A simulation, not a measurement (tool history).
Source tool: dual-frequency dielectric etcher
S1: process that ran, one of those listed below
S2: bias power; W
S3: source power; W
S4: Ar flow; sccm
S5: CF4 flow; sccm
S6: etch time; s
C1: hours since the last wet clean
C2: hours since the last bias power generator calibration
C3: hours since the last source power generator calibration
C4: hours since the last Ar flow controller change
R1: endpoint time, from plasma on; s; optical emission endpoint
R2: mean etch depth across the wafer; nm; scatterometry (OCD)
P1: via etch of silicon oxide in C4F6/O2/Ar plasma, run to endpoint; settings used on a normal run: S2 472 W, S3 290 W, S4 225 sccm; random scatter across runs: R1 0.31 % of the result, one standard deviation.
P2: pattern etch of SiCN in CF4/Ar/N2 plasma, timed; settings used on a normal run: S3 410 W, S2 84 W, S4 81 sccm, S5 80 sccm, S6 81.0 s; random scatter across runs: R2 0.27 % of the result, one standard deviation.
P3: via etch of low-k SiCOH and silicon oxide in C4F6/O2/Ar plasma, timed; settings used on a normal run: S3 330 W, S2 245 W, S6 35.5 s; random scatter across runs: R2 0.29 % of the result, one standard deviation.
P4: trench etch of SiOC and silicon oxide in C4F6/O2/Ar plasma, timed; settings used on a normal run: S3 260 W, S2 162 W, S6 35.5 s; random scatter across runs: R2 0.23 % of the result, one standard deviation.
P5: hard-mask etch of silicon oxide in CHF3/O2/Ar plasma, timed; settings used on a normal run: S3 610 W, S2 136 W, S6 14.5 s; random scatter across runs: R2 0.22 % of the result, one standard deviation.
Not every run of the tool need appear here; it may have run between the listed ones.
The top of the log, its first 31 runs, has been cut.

| run | hour | S1 | S2 | S3 | S4 | S5 | S6 | C1 | C2 | C3 | C4 | R1 | R2 |
|---|---|---|---|---|---|---|---|---|---|---|---|---|---|
| 32 | 271.7 | P3 | 342 | 330 |  |  | 35.5 | 479.8 | 101.7 | 3240.5 | 18.1 |  | 96.578 |
| 33 | 283.9 | P1 | 472 | 290 | 225 |  |  | 492.0 | 113.9 | 3252.7 | 30.3 | 46.893 |  |
| 34 | 290.8 | P1 | 472 | 290 | 225 |  |  | 498.9 | 120.8 | 3259.6 | 37.2 | 46.846 |  |
| 35 | 301.2 | P1 | 472 | 290 | 225 |  |  | 509.3 | 131.2 | 3270.0 | 47.6 | 47.116 |  |
| 36 | 307.1 | P1 | 472 | 290 | 225 |  |  | 515.2 | 137.1 | 3275.9 | 53.5 | 47.470 |  |
| 37 | 313.9 | P1 | 472 | 290 | 225 |  |  | 522.0 | 143.9 | 3282.7 | 60.3 | 47.596 |  |
| 38 | 326.5 | P1 | 472 | 290 | 225 |  |  | 534.6 | 156.5 | 3295.3 | 72.9 | 47.271 |  |
|  | 337.4 | wet clean of the chamber |
| 39 | 338.6 | P1 | 472 | 290 | 225 |  |  | 1.2 | 168.6 | 3307.4 | 85.0 | 47.541 |  |
|  | 339.6 | Ar flow controller replaced |
| 40 | 347.6 | P1 | 472 | 290 | 225 |  |  | 10.2 | 177.6 | 3316.4 | 8.0 | 47.499 |  |
| 41 | 353.1 | P1 | 472 | 290 | 225 |  |  | 15.7 | 183.1 | 3321.9 | 13.5 | 47.442 |  |

Forecast run 42:
| 42 | 361.2 | P1 | 472 | 290 | 225 |  |  | 23.8 | 191.2 | 3330.0 | 21.6 | ? |  |

R1: 47.696 s

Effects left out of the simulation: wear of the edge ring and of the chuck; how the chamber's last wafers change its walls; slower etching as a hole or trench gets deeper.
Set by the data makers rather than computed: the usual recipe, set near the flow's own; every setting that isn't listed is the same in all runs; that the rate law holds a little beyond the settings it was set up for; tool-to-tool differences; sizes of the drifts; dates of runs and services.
